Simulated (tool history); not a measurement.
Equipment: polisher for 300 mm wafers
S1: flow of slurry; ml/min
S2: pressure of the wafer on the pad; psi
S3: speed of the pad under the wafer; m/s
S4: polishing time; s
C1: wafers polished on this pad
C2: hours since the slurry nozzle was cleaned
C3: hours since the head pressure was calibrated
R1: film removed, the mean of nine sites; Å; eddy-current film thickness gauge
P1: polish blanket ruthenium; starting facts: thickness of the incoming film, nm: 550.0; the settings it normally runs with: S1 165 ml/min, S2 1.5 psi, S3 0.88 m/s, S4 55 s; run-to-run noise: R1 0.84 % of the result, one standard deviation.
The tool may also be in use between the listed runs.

run 1 hour=7.5 | S1=165 S2=1.5 S3=0.88 S4=55 | C1=852 C2=417.7 C3=411.1 | R1=369.90
run 2 hour=15.0 | S1=165 S2=2.3 S3=0.88 S4=55 | C1=926 C2=425.2 C3=418.6 | R1=578.10
run 3 hour=28.1 | S1=165 S2=1.5 S3=0.88 S4=55 | C1=1056 C2=438.3 C3=431.7 | R1=372.81
run 4 hour=42.1 | S1=165 S2=1.0 S3=1.16 S4=55 | C1=1195 C2=452.3 C3=445.7 | R1=331.77
run 5 hour=54.8 | S1=165 S2=1.5 S3=1.36 S4=55 | C1=1322 C2=465.0 C3=458.4 | R1=579.95
run 6 hour=65.2 | S1=165 S2=0.9 S3=0.88 S4=55 | C1=1425 C2=475.4 C3=468.8 | R1=222.77
run 7 hour=74.9 | S1=255 S2=1.5 S3=0.88 S4=55 | C1=1522 C2=485.1 C3=478.5 | R1=400.55
run 8 hour=83.8 | S1=165 S2=1.5 S3=0.88 S4=55 | C1=1610 C2=494.0 C3=487.4 | R1=375.02
run 9 hour=97.8 | S1=100 S2=1.5 S3=0.88 S4=55 | C1=1749 C2=508.0 C3=501.4 | R1=340.78
run 10 hour=107.3 | S1=165 S2=2.0 S3=1.18 S4=55 | C1=1844 C2=517.5 C3=510.9 | R1=682.81
run 11 hour=118.1 | S1=165 S2=1.5 S3=0.88 S4=55 | C1=1951 C2=528.3 C3=521.7 | R1=371.66
run 12 hour=127.9 | S1=165 S2=1.5 S3=0.88 S4=55 | C1=2048 C2=538.1 C3=531.5 | R1=375.30
run 13 hour=136.8 | S1=165 S2=1.5 S3=0.88 S4=41 | C1=2137 C2=547.0 C3=540.4 | R1=283.07
run 14 hour=145.9 | S1=165 S2=2.0 S3=0.88 S4=28 | C1=2227 C2=556.1 C3=549.5 | R1=256.72
run 15 hour=159.3 | S1=165 S2=1.5 S3=0.56 S4=55 | C1=2360 C2=569.5 C3=562.9 | R1=238.18
run 16 hour=165.3 | S1=165 S2=1.5 S3=0.88 S4=87 | C1=2420 C2=575.5 C3=568.9 | R1=601.93
run 17 hour=173.2 | S1=165 S2=1.5 S3=0.88 S4=55 | C1=2499 C2=583.4 C3=576.8 | R1=378.18
run 18 hour=186.7 | S1=165 S2=1.5 S3=0.88 S4=55 | C1=2633 C2=596.9 C3=590.3 | R1=363.57
run 19 hour=199.5 | S1=165 S2=1.5 S3=0.88 S4=55 | C1=2760 C2=609.7 C3=603.1 | R1=354.87
-- hour=199.6 worn pad replaced by a new one
run 20 hour=207.8 | S1=165 S2=1.5 S3=0.88 S4=55 | C1=82 C2=618.0 C3=611.4 | R1=343.26
run 21 hour=218.7 | S1=165 S2=1.5 S3=0.88 S4=55 | C1=190 C2=628.9 C3=622.3 | R1=352.11
run 22 hour=225.2 | S1=165 S2=1.5 S3=0.88 S4=55 | C1=255 C2=635.4 C3=628.8 | R1=349.48
run 23 hour=236.7 | S1=165 S2=1.5 S3=0.88 S4=55 | C1=369 C2=646.9 C3=640.3 | R1=348.99
run 24 hour=246.1 | S1=165 S2=1.5 S3=0.88 S4=55 | C1=463 C2=656.3 C3=649.7 | R1=344.37

Something has made what P1 gives creep away from where it was; the 2 causes below, each at its own stated size, fit the log equally well:
A: head's pressure below its setpoint, % = 7.92
B: slurry flow missing at the pad, % = 34.8
The process output started creeping at around hour 173.2.
Other possible causes, and why each is ruled out:
removal rate lost through wear of the pad, %: serviced at hour 199.6, which brought nothing back

Of the 4 check runs below, each run on 3 wafers with the results averaged and each result still a question mark, which one would tell the listed causes apart?
run check 1 hour=255.5 | S1=105 S2=2.2 S3=0.88 S4=55 | R1=?
run check 2 hour=255.5 | S1=165 S2=1.5 S3=1.36 S4=74 | R1=?
run check 3 hour=255.5 | S1=165 S2=1.1 S3=0.88 S4=55 | R1=?
run check 4 hour=255.5 | S1=165 S2=1.9 S3=0.88 S4=85 | R1=?

Expected result of each check under each candidate cause:
check=check_1 result=R1 if_A=465.27 if_B=446.72
check=check_2 result=R1 if_A=720.50 if_B=720.46
check=check_3 result=R1 if_A=254.10 if_B=254.09
check=check_4 result=R1 if_A=678.31 if_B=678.27
Gap, in per cent, between the two causes that each check separates least, read from the result that separates them most: check 1 4.07 %; check 2 0.01 %; check 3 0.01 %; check 4 0.01 %
Check 1 is the one run that separates the causes; every other check would come out nearly the same whichever cause is at work.

Running check 1 produced the following: R1 447.26 Å. Which one of the listed causes fits?

The cause is B: slurry flow missing at the pad, %.
